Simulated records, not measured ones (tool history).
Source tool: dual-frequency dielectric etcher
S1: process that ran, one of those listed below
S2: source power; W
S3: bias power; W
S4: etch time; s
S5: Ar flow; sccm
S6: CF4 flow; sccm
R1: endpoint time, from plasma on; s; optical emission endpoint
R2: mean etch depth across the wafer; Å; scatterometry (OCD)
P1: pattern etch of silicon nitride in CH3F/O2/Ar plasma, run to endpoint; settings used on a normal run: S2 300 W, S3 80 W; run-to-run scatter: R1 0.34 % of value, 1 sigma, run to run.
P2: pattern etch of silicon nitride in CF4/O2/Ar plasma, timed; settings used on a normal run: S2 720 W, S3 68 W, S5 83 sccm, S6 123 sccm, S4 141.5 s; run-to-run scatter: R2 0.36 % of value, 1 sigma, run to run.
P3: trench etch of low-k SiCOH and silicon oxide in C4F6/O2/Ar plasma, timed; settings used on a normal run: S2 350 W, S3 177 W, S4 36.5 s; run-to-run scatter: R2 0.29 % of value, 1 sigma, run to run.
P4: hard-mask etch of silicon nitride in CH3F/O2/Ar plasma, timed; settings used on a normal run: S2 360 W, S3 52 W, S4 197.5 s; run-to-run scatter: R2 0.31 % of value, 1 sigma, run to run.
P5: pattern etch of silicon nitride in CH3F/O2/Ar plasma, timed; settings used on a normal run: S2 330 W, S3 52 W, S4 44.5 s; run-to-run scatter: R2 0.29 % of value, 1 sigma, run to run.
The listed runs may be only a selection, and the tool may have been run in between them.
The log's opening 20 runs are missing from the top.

Run 21, hour 226.5: S1 P1, S2 390 W, S3 80 W. Result: R1 78.264 s.
Run 22, hour 235.6: S1 P1, S2 300 W, S3 113 W. Result: R1 75.611 s.
Run 23, hour 248.8: S1 P4, S2 360 W, S3 52 W, S4 244.0 s. Result: R2 1476.20 Å.
Run 24, hour 260.7: S1 P2, S2 720 W, S3 68 W, S4 141.5 s, S5 83 sccm, S6 91 sccm. Result: R2 4116.70 Å.
Run 25, hour 269.6: S1 P1, S2 390 W, S3 100 W. Result: R1 72.399 s.
Run 26, hour 282.9: S1 P2, S2 720 W, S3 68 W, S4 78.0 s, S5 83 sccm, S6 123 sccm. Result: R2 2354.60 Å.
At hour 284.3: source power generator calibrated.
Run 27, hour 289.8: S1 P3, S2 350 W, S3 125 W, S4 36.5 s. Result: R2 974.09 Å.
Run 28, hour 297.0: S1 P2, S2 720 W, S3 51 W, S4 141.5 s, S5 83 sccm, S6 123 sccm. Result: R2 3845.70 Å.

What will run 29 give?
Run 29, hour 310.4: S1 P3, S2 350 W, S3 177 W, S4 36.5 s. Result: R2 ?.

{"run 29": {"R2": 1082.4}}
